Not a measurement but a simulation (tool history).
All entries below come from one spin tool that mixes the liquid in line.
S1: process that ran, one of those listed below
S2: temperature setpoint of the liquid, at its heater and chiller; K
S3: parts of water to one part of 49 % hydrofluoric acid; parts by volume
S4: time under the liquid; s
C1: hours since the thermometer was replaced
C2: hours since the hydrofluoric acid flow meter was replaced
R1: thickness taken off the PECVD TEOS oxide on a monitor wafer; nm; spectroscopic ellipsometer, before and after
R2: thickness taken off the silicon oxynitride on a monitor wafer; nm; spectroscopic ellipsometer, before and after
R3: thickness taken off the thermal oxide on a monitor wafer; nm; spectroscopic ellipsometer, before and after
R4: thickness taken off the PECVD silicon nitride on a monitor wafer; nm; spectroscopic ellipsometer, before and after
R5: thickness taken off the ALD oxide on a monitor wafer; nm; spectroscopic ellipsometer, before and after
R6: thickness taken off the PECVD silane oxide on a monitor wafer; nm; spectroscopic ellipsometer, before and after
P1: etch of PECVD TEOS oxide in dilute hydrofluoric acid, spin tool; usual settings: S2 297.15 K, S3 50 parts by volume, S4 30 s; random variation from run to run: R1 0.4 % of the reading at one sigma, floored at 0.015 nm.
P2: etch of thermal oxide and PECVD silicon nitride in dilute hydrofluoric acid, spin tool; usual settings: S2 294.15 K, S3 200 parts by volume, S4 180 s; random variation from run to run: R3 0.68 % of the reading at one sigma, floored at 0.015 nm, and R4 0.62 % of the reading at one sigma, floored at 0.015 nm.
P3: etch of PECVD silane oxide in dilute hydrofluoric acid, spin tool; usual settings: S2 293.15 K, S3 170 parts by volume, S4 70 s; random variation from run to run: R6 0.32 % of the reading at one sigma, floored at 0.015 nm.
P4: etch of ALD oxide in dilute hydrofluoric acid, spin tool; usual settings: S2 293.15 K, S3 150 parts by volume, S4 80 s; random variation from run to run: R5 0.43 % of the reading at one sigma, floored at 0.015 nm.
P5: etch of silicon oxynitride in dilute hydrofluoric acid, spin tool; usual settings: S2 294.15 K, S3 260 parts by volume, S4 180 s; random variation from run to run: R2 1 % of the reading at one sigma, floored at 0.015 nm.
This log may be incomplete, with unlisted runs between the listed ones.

run 1 hour=2.4 | S1=P1 S2=297.15 S3=50 S4=30 | C1=181.7 C2=651.2 | R1=18.8240
run 2 hour=6.9 | S1=P5 S2=294.15 S3=260 S4=180 | C1=186.2 C2=655.7 | R2=2.5818
run 3 hour=9.1 | S1=P2 S2=294.15 S3=200 S4=180 | C1=188.4 C2=657.9 | R3=3.3045 R4=4.1907
run 4 hour=13.0 | S1=P1 S2=291.65 S3=50 S4=50 | C1=192.3 C2=661.8 | R1=24.8120
run 5 hour=15.6 | S1=P4 S2=293.15 S3=150 S4=130 | C1=194.9 C2=664.4 | R5=8.5278
run 6 hour=17.7 | S1=P3 S2=293.15 S3=170 S4=105 | C1=197.0 C2=666.5 | R6=11.7940
run 7 hour=21.0 | S1=P1 S2=297.15 S3=50 S4=15 | C1=200.3 C2=669.8 | R1=9.4970
run 8 hour=24.9 | S1=P3 S2=293.15 S3=170 S4=70 | C1=204.2 C2=673.7 | R6=7.8664
run 9 hour=27.6 | S1=P1 S2=290.15 S3=50 S4=15 | C1=206.9 C2=676.4 | R1=6.9582
run 10 hour=30.6 | S1=P1 S2=291.65 S3=50 S4=30 | C1=209.9 C2=679.4 | R1=14.9450
run 11 hour=34.8 | S1=P1 S2=297.15 S3=50 S4=30 | C1=214.1 C2=683.6 | R1=18.9240
run 12 hour=37.3 | S1=P2 S2=294.15 S3=80 S4=180 | C1=216.6 C2=686.1 | R3=9.3930 R4=10.2410
run 13 hour=39.8 | S1=P5 S2=294.15 S3=260 S4=275 | C1=219.1 C2=688.6 | R2=3.9910
run 14 hour=43.2 | S1=P5 S2=301.65 S3=260 S4=180 | C1=222.5 C2=692.0 | R2=3.6306
run 15 hour=46.9 | S1=P1 S2=297.15 S3=50 S4=30 | C1=226.2 C2=695.7 | R1=18.7070
run 16 hour=49.4 | S1=P5 S2=294.15 S3=260 S4=180 | C1=228.7 C2=698.2 | R2=2.5419
run 17 hour=52.9 | S1=P4 S2=293.15 S3=230 S4=80 | C1=232.2 C2=701.7 | R5=3.1557
run 18 hour=56.4 | S1=P1 S2=297.15 S3=50 S4=50 | C1=235.7 C2=705.2 | R1=31.4320
run 19 hour=59.4 | S1=P2 S2=294.15 S3=200 S4=335 | C1=238.7 C2=708.2 | R3=6.2210 R4=7.7813
run 20 hour=63.2 | S1=P2 S2=290.15 S3=200 S4=180 | C1=242.5 C2=712.0 | R3=2.8833 R4=3.2268
run 21 hour=65.8 | S1=P3 S2=293.15 S3=35 S4=70 | C1=245.1 C2=714.6 | R6=44.2980
run 22 hour=69.2 | S1=P1 S2=297.15 S3=50 S4=30 | C1=248.5 C2=718.0 | R1=18.8240
run 23 hour=73.3 | S1=P1 S2=297.15 S3=75 S4=30 | C1=252.6 C2=722.1 | R1=12.2540
run 24 hour=77.0 | S1=P5 S2=294.15 S3=400 S4=180 | C1=256.3 C2=725.8 | R2=1.5249
run 25 hour=80.9 | S1=P1 S2=304.15 S3=50 S4=30 | C1=260.2 C2=729.7 | R1=24.7860
run 26 hour=85.0 | S1=P4 S2=293.15 S3=150 S4=80 | C1=264.3 C2=733.8 | R5=5.1949
run 27 hour=87.2 | S1=P4 S2=290.15 S3=150 S4=80 | C1=266.5 C2=736.0 | R5=4.6401
run 28 hour=91.8 | S1=P1 S2=297.15 S3=50 S4=30 | C1=271.1 C2=740.6 | R1=18.8730
run 29 hour=94.8 | S1=P1 S2=297.15 S3=20 S4=30 | C1=274.1 C2=743.6 | R1=49.4480
run 30 hour=98.0 | S1=P3 S2=290.15 S3=170 S4=70 | C1=277.3 C2=746.8 | R6=6.8669
run 31 hour=102.4 | S1=P1 S2=297.15 S3=50 S4=30 | C1=281.7 C2=751.2 | R1=18.8350
run 32 hour=104.7 | S1=P1 S2=297.15 S3=50 S4=30 | C1=284.0 C2=753.5 | R1=18.3770
run 33 hour=107.5 | S1=P1 S2=297.15 S3=50 S4=30 | C1=286.8 C2=756.3 | R1=17.9690
run 34 hour=111.5 | S1=P1 S2=297.15 S3=50 S4=30 | C1=290.8 C2=760.3 | R1=17.8140
run 35 hour=114.0 | S1=P1 S2=297.15 S3=50 S4=30 | C1=293.3 C2=762.8 | R1=17.6710
run 36 hour=118.0 | S1=P1 S2=297.15 S3=50 S4=30 | C1=297.3 C2=766.8 | R1=17.5690
run 37 hour=121.4 | S1=P1 S2=297.15 S3=50 S4=30 | C1=300.7 C2=770.2 | R1=17.5530
run 38 hour=125.8 | S1=P1 S2=297.15 S3=50 S4=30 | C1=305.1 C2=774.6 | R1=17.5750
run 39 hour=128.3 | S1=P1 S2=297.15 S3=50 S4=30 | C1=307.6 C2=777.1 | R1=17.2620
run 40 hour=130.3 | S1=P1 S2=297.15 S3=50 S4=30 | C1=309.6 C2=779.1 | R1=17.3810

The output of P1 has drifted from where it used to be. Each of the 2 causes below, taken at the size shown beside it, accounts for the log equally well:
A: liquid colder than its thermometer reads (K) = 1.93
B: hydrofluoric acid flow below the setpoint (%) = 7.19
The creep began at about hour 102.4.

Each of the 4 check runs below uses one wafer; its results are left as question marks. Which run tells the causes apart?
run check 1 hour=132.3 | S1=P3 S2=290.15 S3=170 S4=105 | R6=?
run check 2 hour=132.3 | S1=P2 S2=290.15 S3=200 S4=315 | R3=? R4=?
run check 3 hour=132.3 | S1=P5 S2=294.15 S3=385 S4=180 | R2=?
run check 4 hour=132.3 | S1=P4 S2=290.15 S3=150 S4=130 | R5=?

Expected result of each check under each candidate cause:
check=check_1 result=R6 if_A=9.6211 if_B=9.5447
check=check_2 result=R3 if_A=4.6059 if_B=4.5560
check=check_2 result=R4 if_A=4.9418 if_B=5.2469
check=check_3 result=R2 if_A=1.5007 if_B=1.4869
check=check_4 result=R5 if_A=6.9363 if_B=6.8953
Per check, the gap between the least separated pair of causes, taken in the result that splits them most: check 1 0.8 %; check 2 5.99 %; check 3 0.93 %; check 4 0.59 %
Check 2 is the one run that separates the causes; every other check would come out nearly the same whichever cause is at work.

With check 2 done, the readings were: R3 4.5809 nm; R4 5.2453 nm. Identify which of the listed causes applies.

Of the candidate causes, it is B: hydrofluoric acid flow below the setpoint (%).
